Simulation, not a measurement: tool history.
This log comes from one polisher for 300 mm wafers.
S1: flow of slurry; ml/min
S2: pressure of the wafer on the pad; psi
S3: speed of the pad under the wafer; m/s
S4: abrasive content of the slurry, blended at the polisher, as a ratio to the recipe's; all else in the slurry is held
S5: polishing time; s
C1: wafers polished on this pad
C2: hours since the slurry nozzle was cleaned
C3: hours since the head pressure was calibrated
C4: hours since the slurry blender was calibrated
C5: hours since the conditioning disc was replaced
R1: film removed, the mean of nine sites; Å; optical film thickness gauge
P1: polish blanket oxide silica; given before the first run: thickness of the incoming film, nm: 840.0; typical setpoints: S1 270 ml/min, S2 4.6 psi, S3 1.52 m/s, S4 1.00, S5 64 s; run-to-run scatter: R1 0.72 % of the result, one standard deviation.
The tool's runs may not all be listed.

run   hour   S1   S2    S3    S4  S5    C1     C2     C3     C4     C5      R1
  1    6.8  270  4.6  1.52  1.00  64   627  248.2  375.7   54.5   67.9  3426.6
  2   11.4  270  2.6  2.22  1.00  64   681  252.8  380.3   59.1   72.5  2637.0
  3   17.6  270  4.6  1.52  1.25  64   753  259.0  386.5   65.3   78.7  3815.4
  4   24.8  270  4.6  0.68  1.00  64   837  266.2  393.7   72.5   85.9  1830.9
  5   32.0  380  6.1  1.52  1.00  64   921  273.4  400.9   79.7   93.1  4686.2
  6   37.0  160  4.6  1.52  1.00  64   980  278.4  405.9   84.7   98.1  3189.4
  7   43.0  270  4.6  1.52  1.00  64  1050  284.4  411.9   90.7  104.1  3459.9
  8   48.6  270  4.6  1.52  0.50  64  1115  290.0  417.5   96.3  109.7  2382.7
      50.9  -- slurry nozzle cleaned
  9   54.9  270  4.6  1.52  1.00  64  1189    4.0  423.8  102.6  116.0  3416.9
 10   59.9  270  4.6  1.52  1.00  64  1247    9.0  428.8  107.6  121.0  3416.5
 11   65.0  270  4.6  1.52  1.00  64  1307   14.1  433.9  112.7  126.1  3456.0
 12   72.2  370  4.6  1.12  1.00  64  1391   21.3  441.1  119.9  133.3  2774.9
 13   76.6  270  7.2  1.52  1.00  64  1442   25.7  445.5  124.3  137.7  5356.0
 14   81.4  270  4.6  1.52  1.00  38  1498   30.5  450.3  129.1  142.5  2030.7
 15   86.0  400  4.6  1.52  1.00  64  1552   35.1  454.9  133.7  147.1  3599.1
 16   89.2  270  4.6  2.42  1.00  64  1589   38.3  458.1  136.9  150.3  4906.4
 17   95.8  270  2.1  1.52  1.00  64  1666   44.9  464.7  143.5  156.9  1576.1
 18  101.9  270  4.6  1.52  1.00  83  1737   51.0  470.8  149.6  163.0  4504.4
 19  106.7  270  4.6  1.52  1.00  64  1793   55.8  475.6  154.4  167.8  3460.1
 20  113.1  270  4.6  1.52  1.00  64  1868   62.2  482.0  160.8  174.2  3308.3
 21  118.9  270  4.6  1.52  1.00  64  1936   68.0  487.8  166.6  180.0  3258.8
 22  123.3  270  4.6  1.52  1.00  64  1987   72.4  492.2  171.0  184.4  3200.3
     128.6  -- conditioning disc replaced and pad reconditioned
 23  128.7  270  4.6  1.52  1.00  64  2050   77.8  497.6  176.4    0.1  3188.7
     130.3  -- worn pad replaced by a new one
 24  136.0  270  4.6  1.52  1.00  64    66   85.1  504.9  183.7    7.4  3121.6
 25  141.3  270  4.6  1.52  1.00  64   128   90.4  510.2  189.0   12.7  3122.2
     141.8  -- slurry nozzle cleaned
 26  147.4  270  4.6  1.52  1.00  64   200    5.7  516.3  195.1   18.8  3113.9
 27  153.6  270  4.6  1.52  1.00  64   272   11.9  522.5  201.3   25.0  3122.0

What P1 gives has crept off from where it sat before. The 2 causes that follow fit the log equally well, each at the size noted:
A: head's pressure below its setpoint, % = 9.16
B: abrasive missing from the slurry, % = 18.2
The drift started at roughly hour 106.7.
Ruled out, with reasons:
removal rate lost through wear of the pad, %: serviced after onset, at hour 130.3, with no recovery of the prior output
slurry flow missing at the pad, %: serviced after onset, at hour 141.8, with no recovery of the prior output
time polished since the conditioner stopped cutting, s: serviced after onset, at hour 128.6, with no recovery of the prior output

Which of the check runs below tells the causes apart, meaning the causes would give it clearly different results? Each run uses 3 wafers whose results are averaged, and each result is shown as a question mark.
check 1  159.8  270  6.9  0.78  1.00  64                       ?
check 2  159.8  160  4.6  1.88  1.00  64                       ?
check 3  159.8  270  2.3  2.36  1.00  64                       ?
check 4  159.8  270  4.6  1.52  0.55  64                       ?

If the cause were each of the candidates in turn, the checks would give the following:
  check  result    if A    if B
check 1      R1  2747.0  2746.2
check 2      R1  3460.1  3459.2
check 3      R1  2220.2  2219.6
check 4      R1  2276.3  2209.7
Per-check spread between the two closest causes, in the result where they differ most: check 1 0.03 %; check 2 0.03 %; check 3 0.03 %; check 4 2.97 %
The other checks would show nearly matching results whichever cause is true, so check 4 is the only one that separates the causes.

With check 4 done, the readings were: R1 2228.5 Å. Identify which of the listed causes applies.

B is the cause: abrasive missing from the slurry, %.
